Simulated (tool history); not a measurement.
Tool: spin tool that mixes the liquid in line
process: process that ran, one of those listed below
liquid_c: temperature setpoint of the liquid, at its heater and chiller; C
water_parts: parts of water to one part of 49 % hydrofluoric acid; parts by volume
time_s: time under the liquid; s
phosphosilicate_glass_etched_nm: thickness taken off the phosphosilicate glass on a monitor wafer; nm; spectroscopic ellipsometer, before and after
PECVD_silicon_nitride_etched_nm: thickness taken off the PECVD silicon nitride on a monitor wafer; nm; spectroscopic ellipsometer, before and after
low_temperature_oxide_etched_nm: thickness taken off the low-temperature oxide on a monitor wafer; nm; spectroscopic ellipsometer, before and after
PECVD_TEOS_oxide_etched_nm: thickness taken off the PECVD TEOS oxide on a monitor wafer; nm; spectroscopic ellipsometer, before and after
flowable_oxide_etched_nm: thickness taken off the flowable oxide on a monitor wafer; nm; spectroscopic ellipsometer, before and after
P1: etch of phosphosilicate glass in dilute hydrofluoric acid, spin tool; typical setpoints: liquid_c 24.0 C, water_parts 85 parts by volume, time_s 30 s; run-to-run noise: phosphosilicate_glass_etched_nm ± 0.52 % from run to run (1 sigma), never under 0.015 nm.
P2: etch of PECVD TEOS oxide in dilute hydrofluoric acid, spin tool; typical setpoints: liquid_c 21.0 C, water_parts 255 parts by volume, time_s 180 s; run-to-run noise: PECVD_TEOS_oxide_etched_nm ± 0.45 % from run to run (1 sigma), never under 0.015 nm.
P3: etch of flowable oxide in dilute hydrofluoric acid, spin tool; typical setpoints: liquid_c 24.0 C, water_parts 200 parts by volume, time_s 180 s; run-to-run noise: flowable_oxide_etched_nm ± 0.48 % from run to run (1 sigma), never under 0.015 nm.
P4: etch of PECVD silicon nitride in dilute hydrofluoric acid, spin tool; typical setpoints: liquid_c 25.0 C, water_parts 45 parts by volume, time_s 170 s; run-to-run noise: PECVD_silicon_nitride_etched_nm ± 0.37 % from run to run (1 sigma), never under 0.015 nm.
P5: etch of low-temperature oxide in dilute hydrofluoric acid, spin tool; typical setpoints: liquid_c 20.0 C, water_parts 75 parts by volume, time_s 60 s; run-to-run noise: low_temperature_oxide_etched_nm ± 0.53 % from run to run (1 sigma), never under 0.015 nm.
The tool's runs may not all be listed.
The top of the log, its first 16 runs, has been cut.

run	hour	process	liquid_c	water_parts	time_s	phosphosilicate_glass_etched_nm	PECVD_silicon_nitride_etched_nm	low_temperature_oxide_etched_nm	PECVD_TEOS_oxide_etched_nm	flowable_oxide_etched_nm
17	168.5	P2	21.0	255	180				9.2583	
18	175.8	P5	20.0	75	60			12.948		
19	183.6	P3	24.0	200	350					49.408
20	198.0	P5	20.0	20	60			52.011		
21	212.5	P2	17.0	255	180				8.0410	
22	220.2	P1	24.0	115	30	34.999				
23	230.5	P3	24.0	200	180					25.399
24	238.4	P1	31.0	85	15	32.606				
25	247.6	P3	24.0	55	180					109.060
26	260.9	P1	20.0	85	30	41.654				
27	273.7	P1	24.0	85	15	24.711				
28	281.2	P1	24.0	85	30	49.691				
29	293.1	P1	24.0	85	30	50.408				
30	302.4	P1	24.0	85	30	51.129				
31	308.9	P1	24.0	85	30	51.737				
32	317.1	P1	24.0	85	30	51.676				
33	328.5	P1	24.0	85	30	52.117				
34	342.8	P1	24.0	85	30	52.585				
35	351.5	P1	24.0	85	30	53.070				

Run 36 has not been measured yet. What should we expect?
36	366.1	P1	24.0	85	30	?				

phosphosilicate_glass_etched_nm: 52.582 nm

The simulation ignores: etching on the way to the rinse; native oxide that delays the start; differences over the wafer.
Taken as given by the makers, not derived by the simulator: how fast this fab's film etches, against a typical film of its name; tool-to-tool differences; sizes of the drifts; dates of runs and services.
